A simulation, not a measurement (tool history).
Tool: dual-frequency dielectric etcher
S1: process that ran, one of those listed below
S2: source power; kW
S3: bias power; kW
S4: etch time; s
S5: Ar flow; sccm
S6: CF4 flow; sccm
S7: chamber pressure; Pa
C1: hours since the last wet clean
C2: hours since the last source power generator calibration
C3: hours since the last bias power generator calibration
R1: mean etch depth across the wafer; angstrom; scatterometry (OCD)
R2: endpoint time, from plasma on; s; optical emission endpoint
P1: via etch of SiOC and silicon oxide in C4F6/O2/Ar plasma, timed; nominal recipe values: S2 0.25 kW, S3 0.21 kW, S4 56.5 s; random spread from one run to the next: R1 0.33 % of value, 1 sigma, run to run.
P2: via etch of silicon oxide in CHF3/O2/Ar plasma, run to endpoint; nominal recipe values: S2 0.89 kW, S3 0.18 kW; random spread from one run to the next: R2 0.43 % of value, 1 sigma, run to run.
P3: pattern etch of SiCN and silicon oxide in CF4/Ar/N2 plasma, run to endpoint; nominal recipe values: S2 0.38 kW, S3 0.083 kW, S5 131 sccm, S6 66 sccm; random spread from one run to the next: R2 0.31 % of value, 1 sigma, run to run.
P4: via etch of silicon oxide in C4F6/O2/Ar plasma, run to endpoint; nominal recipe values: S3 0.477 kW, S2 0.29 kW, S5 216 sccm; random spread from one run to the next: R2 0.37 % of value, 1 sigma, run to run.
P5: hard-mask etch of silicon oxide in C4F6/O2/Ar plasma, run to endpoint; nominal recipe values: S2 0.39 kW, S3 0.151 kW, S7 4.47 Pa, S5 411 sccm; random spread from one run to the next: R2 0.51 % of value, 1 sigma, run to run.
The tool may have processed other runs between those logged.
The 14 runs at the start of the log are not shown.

{"run": 15, "hour": 100.2, "S1": "P2", "S2": 0.89, "S3": 0.18, "C1": 385, "C2": 977.4, "C3": 1505.7, "R2": 296.56}
{"run": 16, "hour": 106.3, "S1": "P3", "S2": 0.38, "S3": 0.083, "S5": 101, "S6": 66, "C1": 391.1, "C2": 983.5, "C3": 1511.8, "R2": 19.799}
{"run": 17, "hour": 110.2, "S1": "P5", "S2": 0.39, "S3": 0.151, "S5": 411, "S7": 6.13, "C1": 395, "C2": 987.4, "C3": 1515.7, "R2": 115.43}
{"run": 18, "hour": 118.7, "S1": "P1", "S2": 0.16, "S3": 0.21, "S4": 56.5, "C1": 403.5, "C2": 995.9, "C3": 1524.2, "R1": 482.76}
{"run": 19, "hour": 127.3, "S1": "P5", "S2": 0.39, "S3": 0.151, "S5": 281, "S7": 4.47, "C1": 412.1, "C2": 1004.5, "C3": 1532.8, "R2": 106.84}
{"run": 20, "hour": 134.9, "S1": "P1", "S2": 0.25, "S3": 0.15, "S4": 56.5, "C1": 419.7, "C2": 1012.1, "C3": 1540.4, "R1": 510.71}
{"run": 21, "hour": 142.8, "S1": "P3", "S2": 0.52, "S3": 0.083, "S5": 131, "S6": 66, "C1": 427.6, "C2": 1020, "C3": 1548.3, "R2": 15.702}
{"run": 22, "hour": 150.7, "S1": "P2", "S2": 0.89, "S3": 0.18, "C1": 435.5, "C2": 1027.9, "C3": 1556.2, "R2": 297.27}
{"run": 23, "hour": 158.2, "S1": "P2", "S2": 0.69, "S3": 0.18, "C1": 443, "C2": 1035.4, "C3": 1563.7, "R2": 325.84}
{"run": 24, "hour": 164.3, "S1": "P1", "S2": 0.25, "S3": 0.21, "S4": 56.5, "C1": 449.1, "C2": 1041.5, "C3": 1569.8, "R1": 572.1}
{"run": 25, "hour": 169.9, "S1": "P4", "S2": 0.29, "S3": 0.477, "S5": 216, "C1": 454.7, "C2": 1047.1, "C3": 1575.4, "R2": 35.284}
{"run": 26, "hour": 176.7, "S1": "P5", "S2": 0.39, "S3": 0.195, "S5": 411, "S7": 4.47, "C1": 461.5, "C2": 1053.9, "C3": 1582.2, "R2": 101.84}
{"run": 27, "hour": 182.8, "S1": "P4", "S2": 0.29, "S3": 0.477, "S5": 255, "C1": 467.6, "C2": 1060, "C3": 1588.3, "R2": 35.959}
{"run": 28, "hour": 189.0, "S1": "P1", "S2": 0.33, "S3": 0.21, "S4": 56.5, "C1": 473.8, "C2": 1066.2, "C3": 1594.5, "R1": 629.5}
{"run": 29, "hour": 193.0, "S1": "P1", "S2": 0.25, "S3": 0.259, "S4": 56.5, "C1": 477.8, "C2": 1070.2, "C3": 1598.5, "R1": 611.94}
{"run": 30, "hour": 201.4, "S1": "P1", "S2": 0.25, "S3": 0.21, "S4": 79, "C1": 486.2, "C2": 1078.6, "C3": 1606.9, "R1": 799.23}
{"run": 31, "hour": 209.0, "S1": "P1", "S2": 0.25, "S3": 0.21, "S4": 56.5, "C1": 493.8, "C2": 1086.2, "C3": 1614.5, "R1": 565.12}
{"run": 32, "hour": 216.8, "S1": "P3", "S2": 0.38, "S3": 0.103, "S5": 131, "S6": 66, "C1": 501.6, "C2": 1094, "C3": 1622.3, "R2": 18.826}
{"run": 33, "hour": 220.7, "S1": "P4", "S2": 0.4, "S3": 0.477, "S5": 216, "C1": 505.5, "C2": 1097.9, "C3": 1626.2, "R2": 31.265}
{"run": 34, "hour": 228.6, "S1": "P1", "S2": 0.25, "S3": 0.21, "S4": 56.5, "C1": 513.4, "C2": 1105.8, "C3": 1634.1, "R1": 567.6}
{"run": 35, "hour": 233.2, "S1": "P1", "S2": 0.25, "S3": 0.21, "S4": 56.5, "C1": 518, "C2": 1110.4, "C3": 1638.7, "R1": 568.31}

Estimate the outcome of run 36 from the log above:
{"run": 36, "hour": 240.2, "S1": "P1", "S2": 0.25, "S3": 0.21, "S4": 56.5, "C1": 525, "C2": 1117.4, "C3": 1645.7, "R1": "?"}

R1: 562.44 angstrom
